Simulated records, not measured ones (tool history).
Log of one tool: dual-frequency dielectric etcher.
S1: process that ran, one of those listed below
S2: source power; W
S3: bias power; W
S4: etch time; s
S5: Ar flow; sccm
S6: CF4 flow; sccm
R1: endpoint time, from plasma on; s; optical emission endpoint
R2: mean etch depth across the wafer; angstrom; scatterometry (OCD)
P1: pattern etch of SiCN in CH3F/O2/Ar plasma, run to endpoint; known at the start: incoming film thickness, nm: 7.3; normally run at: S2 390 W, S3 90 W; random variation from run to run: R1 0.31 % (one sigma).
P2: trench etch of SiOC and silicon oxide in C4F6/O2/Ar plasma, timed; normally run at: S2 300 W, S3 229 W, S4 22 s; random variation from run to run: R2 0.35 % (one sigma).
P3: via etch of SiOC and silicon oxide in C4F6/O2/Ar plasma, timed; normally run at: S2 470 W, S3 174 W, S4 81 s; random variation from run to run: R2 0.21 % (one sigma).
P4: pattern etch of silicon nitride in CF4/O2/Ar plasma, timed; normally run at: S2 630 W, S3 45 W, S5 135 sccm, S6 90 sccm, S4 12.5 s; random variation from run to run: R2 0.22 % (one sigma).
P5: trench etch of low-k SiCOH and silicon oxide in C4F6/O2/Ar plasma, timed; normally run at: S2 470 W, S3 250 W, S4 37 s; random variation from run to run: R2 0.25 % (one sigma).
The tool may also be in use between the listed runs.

run 1 hour=14.3 | S1=P1 S2=390 S3=90 | R1=17.799
run 2 hour=28.3 | S1=P1 S2=260 S3=105 | R1=19.522
run 3 hour=40.6 | S1=P2 S2=300 S3=178 S4=22 | R2=378.35
run 4 hour=52.1 | S1=P1 S2=480 S3=90 | R1=16.453
run 5 hour=61.5 | S1=P3 S2=560 S3=174 S4=81 | R2=1066.1
run 6 hour=70.3 | S1=P2 S2=300 S3=229 S4=13.5 | R2=252.92
run 7 hour=81.3 | S1=P4 S2=630 S3=63 S4=12.5 S5=135 S6=90 | R2=303.02
run 8 hour=90.3 | S1=P1 S2=390 S3=90 | R1=17.724
run 9 hour=100.9 | S1=P5 S2=470 S3=250 S4=37 | R2=1433.2
run 10 hour=111.5 | S1=P5 S2=470 S3=250 S4=24 | R2=920.58
run 11 hour=120.6 | S1=P1 S2=250 S3=90 | R1=20.939
run 12 hour=135.2 | S1=P1 S2=470 S3=114 | R1=15.185
run 13 hour=144 | S1=P1 S2=390 S3=58 | R1=20.743
run 14 hour=159.2 | S1=P3 S2=470 S3=174 S4=61.5 | R2=753.72
run 15 hour=170.3 | S1=P4 S2=630 S3=45 S4=12.5 S5=135 S6=90 | R2=265.9
run 16 hour=183.4 | S1=P5 S2=470 S3=349 S4=37 | R2=1593.8
run 17 hour=195 | S1=P4 S2=630 S3=45 S4=12.5 S5=135 S6=118 | R2=275.84
run 18 hour=203.5 | S1=P1 S2=480 S3=64 | R1=18.604
run 19 hour=213.5 | S1=P2 S2=430 S3=229 S4=22 | R2=474.02
run 20 hour=220.2 | S1=P4 S2=630 S3=45 S4=12.5 S5=90 S6=90 | R2=281.78
run 21 hour=227.5 | S1=P1 S2=390 S3=90 | R1=17.804
run 22 hour=238.1 | S1=P5 S2=330 S3=250 S4=37 | R2=1244.2
run 23 hour=245.3 | S1=P3 S2=470 S3=174 S4=81 | R2=997.29
run 24 hour=253.2 | S1=P1 S2=390 S3=124 | R1=15.758
run 25 hour=261.2 | S1=P4 S2=630 S3=45 S4=7 S5=135 S6=90 | R2=148.58
run 26 hour=271.4 | S1=P3 S2=470 S3=248 S4=81 | R2=1120.6
run 27 hour=283.2 | S1=P2 S2=300 S3=229 S4=22 | R2=413.04
run 28 hour=295 | S1=P1 S2=390 S3=90 | R1=17.841
run 29 hour=307.5 | S1=P2 S2=300 S3=229 S4=22 | R2=412.75
run 30 hour=320.2 | S1=P4 S2=750 S3=45 S4=12.5 S5=135 S6=90 | R2=309.32
run 31 hour=327.5 | S1=P1 S2=390 S3=90 | R1=17.919
run 32 hour=342.6 | S1=P1 S2=390 S3=90 | R1=17.714
run 33 hour=356.5 | S1=P1 S2=390 S3=90 | R1=17.603
run 34 hour=367.3 | S1=P1 S2=390 S3=90 | R1=17.416
-- hour=376.6 wet clean of the chamber
run 35 hour=381.6 | S1=P1 S2=390 S3=90 | R1=17.489
run 36 hour=395.1 | S1=P1 S2=390 S3=90 | R1=17.513
run 37 hour=402.3 | S1=P1 S2=390 S3=90 | R1=17.522
run 38 hour=409.9 | S1=P1 S2=390 S3=90 | R1=17.547
run 39 hour=422.5 | S1=P1 S2=390 S3=90 | R1=17.546

What P1 gives has crept away from where it was. These 2 causes fit the log equally well, each at the size given:
A: bias power that arrives over what is set, % = 4.22
B: source power that arrives over what is set, % = 4.23
The creep began at about hour 327.5.
Why every other cause is out:
chamber walls in a state that raises the etch rate, %: serviced at hour 376.6, which brought nothing back

4 check runs are offered, one wafer each, their results left as question marks. Which one tells the causes apart?
run check 1 hour=435.1 | S1=P3 S2=470 S3=242 S4=66 | R2=?
run check 2 hour=435.1 | S1=P4 S2=630 S3=45 S4=12.5 S5=102 S6=90 | R2=?
run check 3 hour=435.1 | S1=P5 S2=470 S3=287 S4=30.5 | R2=?
run check 4 hour=435.1 | S1=P2 S2=360 S3=192 S4=22 | R2=?

What each check would give under each cause:
check=check_1 result=R2 if_A=918.37 if_B=920.05
check=check_2 result=R2 if_A=280.6 if_B=286.57
check=check_3 result=R2 if_A=1249.1 if_B=1251.1
check=check_4 result=R2 if_A=423.54 if_B=424.65
How far apart the two closest causes lie, in the result that separates them most: check 1 0.18 %; check 2 2.1 %; check 3 0.15 %; check 4 0.26 %
Check 2 tells the causes apart: in the others they would give nearly the same result.

Then check 2 was run and gave: R2 287.15 angstrom. Which cause is it?

It is B: source power that arrives over what is set, %.
